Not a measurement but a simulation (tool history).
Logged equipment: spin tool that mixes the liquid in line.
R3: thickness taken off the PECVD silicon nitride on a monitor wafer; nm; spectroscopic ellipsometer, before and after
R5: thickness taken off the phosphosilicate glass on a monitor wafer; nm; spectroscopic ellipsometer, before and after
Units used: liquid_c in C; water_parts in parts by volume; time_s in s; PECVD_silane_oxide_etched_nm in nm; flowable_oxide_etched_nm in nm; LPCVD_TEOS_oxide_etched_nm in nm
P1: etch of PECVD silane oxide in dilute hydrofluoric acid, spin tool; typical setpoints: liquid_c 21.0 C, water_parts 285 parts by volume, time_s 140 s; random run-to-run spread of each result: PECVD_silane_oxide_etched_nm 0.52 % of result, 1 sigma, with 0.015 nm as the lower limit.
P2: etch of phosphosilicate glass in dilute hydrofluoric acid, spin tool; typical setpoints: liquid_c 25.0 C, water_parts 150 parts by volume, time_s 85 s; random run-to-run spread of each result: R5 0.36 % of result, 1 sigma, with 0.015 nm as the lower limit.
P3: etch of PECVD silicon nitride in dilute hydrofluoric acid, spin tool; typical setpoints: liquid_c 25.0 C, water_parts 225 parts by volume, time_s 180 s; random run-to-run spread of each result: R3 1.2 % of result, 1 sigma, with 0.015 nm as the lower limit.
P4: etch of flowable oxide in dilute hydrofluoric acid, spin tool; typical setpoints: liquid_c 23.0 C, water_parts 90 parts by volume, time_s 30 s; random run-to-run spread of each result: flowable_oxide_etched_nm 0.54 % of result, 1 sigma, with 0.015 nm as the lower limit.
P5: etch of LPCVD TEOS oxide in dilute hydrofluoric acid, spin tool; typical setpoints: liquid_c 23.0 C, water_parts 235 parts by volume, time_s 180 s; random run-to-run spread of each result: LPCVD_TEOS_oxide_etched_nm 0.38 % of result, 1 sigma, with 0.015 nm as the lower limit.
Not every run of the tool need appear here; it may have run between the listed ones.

Run 1, day 0.367: process P1, liquid_c 21.0 C, water_parts 285 parts by volume, time_s 140 s. Result: PECVD_silane_oxide_etched_nm 10.7130 nm.
Run 2, day 0.717: process P4, liquid_c 23.0 C, water_parts 90 parts by volume, time_s 15 s. Result: flowable_oxide_etched_nm 5.7020 nm.
Run 3, day 1.104: process P3, liquid_c 32.5 C, water_parts 225 parts by volume, time_s 180 s. Result: R3 3.0867 nm.
Run 4, day 1.408: process P1, liquid_c 21.0 C, water_parts 285 parts by volume, time_s 140 s. Result: PECVD_silane_oxide_etched_nm 10.7760 nm.
Run 5, day 1.708: process P3, liquid_c 25.0 C, water_parts 225 parts by volume, time_s 350 s. Result: R3 3.9342 nm.
Run 6, day 1.988: process P3, liquid_c 25.0 C, water_parts 225 parts by volume, time_s 180 s. Result: R3 1.9793 nm.
Run 7, day 2.250: process P5, liquid_c 23.0 C, water_parts 235 parts by volume, time_s 180 s. Result: LPCVD_TEOS_oxide_etched_nm 27.608 nm.
Run 8, day 2.538: process P4, liquid_c 17.5 C, water_parts 90 parts by volume, time_s 30 s. Result: flowable_oxide_etched_nm 8.9578 nm.
Run 9, day 2.888: process P5, liquid_c 23.0 C, water_parts 235 parts by volume, time_s 180 s. Result: LPCVD_TEOS_oxide_etched_nm 27.652 nm.
Run 10, day 3.138: process P5, liquid_c 28.0 C, water_parts 235 parts by volume, time_s 180 s. Result: LPCVD_TEOS_oxide_etched_nm 32.912 nm.
Run 11, day 3.442: process P3, liquid_c 25.0 C, water_parts 370 parts by volume, time_s 180 s. Result: R3 1.2106 nm.
Run 12, day 3.700: process P3, liquid_c 25.0 C, water_parts 225 parts by volume, time_s 180 s. Result: R3 1.9711 nm.
At day 4.000: hydrofluoric acid flow meter replaced.
Run 13, day 4.025: process P2, liquid_c 25.0 C, water_parts 270 parts by volume, time_s 85 s. Result: R5 16.2710 nm.
Run 14, day 4.233: process P2, liquid_c 30.0 C, water_parts 150 parts by volume, time_s 85 s. Result: R5 40.0480 nm.
Run 15, day 4.617: process P5, liquid_c 23.0 C, water_parts 235 parts by volume, time_s 360 s. Result: LPCVD_TEOS_oxide_etched_nm 55.207 nm.
Run 16, day 4.792: process P2, liquid_c 25.0 C, water_parts 150 parts by volume, time_s 15 s. Result: R5 5.8951 nm.
Run 17, day 5.029: process P5, liquid_c 23.0 C, water_parts 105 parts by volume, time_s 180 s. Result: LPCVD_TEOS_oxide_etched_nm 71.019 nm.
Run 18, day 5.217: process P2, liquid_c 25.0 C, water_parts 150 parts by volume, time_s 85 s. Result: R5 33.4680 nm.
Run 19, day 5.404: process P4, liquid_c 23.0 C, water_parts 90 parts by volume, time_s 30 s. Result: flowable_oxide_etched_nm 11.2500 nm.
Run 20, day 5.750: process P1, liquid_c 21.0 C, water_parts 500 parts by volume, time_s 230 s. Result: PECVD_silane_oxide_etched_nm 8.3717 nm.
Run 21, day 5.954: process P1, liquid_c 17.0 C, water_parts 285 parts by volume, time_s 260 s. Result: PECVD_silane_oxide_etched_nm 17.0320 nm.
Run 22, day 6.304: process P1, liquid_c 21.0 C, water_parts 285 parts by volume, time_s 140 s. Result: PECVD_silane_oxide_etched_nm 10.7290 nm.
Run 23, day 6.688: process P1, liquid_c 26.0 C, water_parts 285 parts by volume, time_s 140 s. Result: PECVD_silane_oxide_etched_nm 12.8470 nm.
Run 24, day 6.988: process P1, liquid_c 21.0 C, water_parts 430 parts by volume, time_s 140 s. Result: PECVD_silane_oxide_etched_nm 6.2181 nm.
Run 25, day 7.321: process P1, liquid_c 21.0 C, water_parts 285 parts by volume, time_s 15 s. Result: PECVD_silane_oxide_etched_nm 1.1547 nm.
Run 26, day 7.492: process P1, liquid_c 21.0 C, water_parts 285 parts by volume, time_s 140 s. Result: PECVD_silane_oxide_etched_nm 10.6630 nm.
Run 27, day 7.746: process P4, liquid_c 23.0 C, water_parts 165 parts by volume, time_s 30 s. Result: flowable_oxide_etched_nm 5.6162 nm.
Run 28, day 7.933: process P1, liquid_c 21.0 C, water_parts 285 parts by volume, time_s 140 s. Result: PECVD_silane_oxide_etched_nm 10.6830 nm.
Run 29, day 8.242: process P1, liquid_c 21.0 C, water_parts 285 parts by volume, time_s 240 s. Result: PECVD_silane_oxide_etched_nm 18.4480 nm.
Run 30, day 8.621: process P1, liquid_c 17.0 C, water_parts 285 parts by volume, time_s 140 s. Result: PECVD_silane_oxide_etched_nm 9.3106 nm.
Run 31, day 8.908: process P1, liquid_c 21.0 C, water_parts 55 parts by volume, time_s 140 s. Result: PECVD_silane_oxide_etched_nm 71.4550 nm.
Run 32, day 9.167: process P1, liquid_c 21.0 C, water_parts 285 parts by volume, time_s 140 s. Result: PECVD_silane_oxide_etched_nm 10.7580 nm.
Run 33, day 9.408: process P1, liquid_c 21.0 C, water_parts 285 parts by volume, time_s 140 s. Result: PECVD_silane_oxide_etched_nm 10.3840 nm.
Run 34, day 9.729: process P1, liquid_c 21.0 C, water_parts 285 parts by volume, time_s 140 s. Result: PECVD_silane_oxide_etched_nm 10.1990 nm.
Run 35, day 9.929: process P1, liquid_c 21.0 C, water_parts 285 parts by volume, time_s 140 s. Result: PECVD_silane_oxide_etched_nm 10.0600 nm.
Run 36, day 10.279: process P1, liquid_c 21.0 C, water_parts 285 parts by volume, time_s 140 s. Result: PECVD_silane_oxide_etched_nm 10.0710 nm.
Run 37, day 10.558: process P1, liquid_c 21.0 C, water_parts 285 parts by volume, time_s 140 s. Result: PECVD_silane_oxide_etched_nm 10.0360 nm.
Run 38, day 10.900: process P1, liquid_c 21.0 C, water_parts 285 parts by volume, time_s 140 s. Result: PECVD_silane_oxide_etched_nm 10.0140 nm.

P1 has crept away from where it was. The log is fitted equally well by each of these 2 causes, at the sizes shown:
A: liquid colder than its thermometer reads (K) = 1.87
B: hydrofluoric acid flow below the setpoint (%) = 5.27
At approximately day 9.167, the process output began to creep.

Consider the 4 check runs below, whose results appear as question marks and each of which averages 5 wafers. Which one distinguishes the causes, in that each cause would give it a clearly different result?
Run check 1, day 11.242: process P3, liquid_c 32.5 C, water_parts 290 parts by volume, time_s 180 s. Result: R3 ?.
Run check 2, day 11.242: process P5, liquid_c 23.0 C, water_parts 235 parts by volume, time_s 335 s. Result: LPCVD_TEOS_oxide_etched_nm ?.
Run check 3, day 11.242: process P4, liquid_c 23.0 C, water_parts 160 parts by volume, time_s 15 s. Result: flowable_oxide_etched_nm ?.
Run check 4, day 11.242: process P2, liquid_c 25.0 C, water_parts 270 parts by volume, time_s 15 s. Result: R5 ?.

How each check would come out, cause by cause:
  check                      result    if A    if B
check 1                          R3  2.1409  2.2498
check 2  LPCVD_TEOS_oxide_etched_nm  48.062  48.150
check 3    flowable_oxide_etched_nm  2.7276  2.7510
check 4                          R5  2.6865  2.6776
Smallest distance between any two causes, each pair judged by its most separating result, in per cent: check 1 4.96 %; check 2 0.18 %; check 3 0.85 %; check 4 0.33 %
The causes can be told apart only by check 1. The other checks would give nearly the same results under each of them.

Running check 1 produced the following: R3 2.1347 nm. Which one of the listed causes fits?

The correct cause is A, namely: liquid colder than its thermometer reads (K).

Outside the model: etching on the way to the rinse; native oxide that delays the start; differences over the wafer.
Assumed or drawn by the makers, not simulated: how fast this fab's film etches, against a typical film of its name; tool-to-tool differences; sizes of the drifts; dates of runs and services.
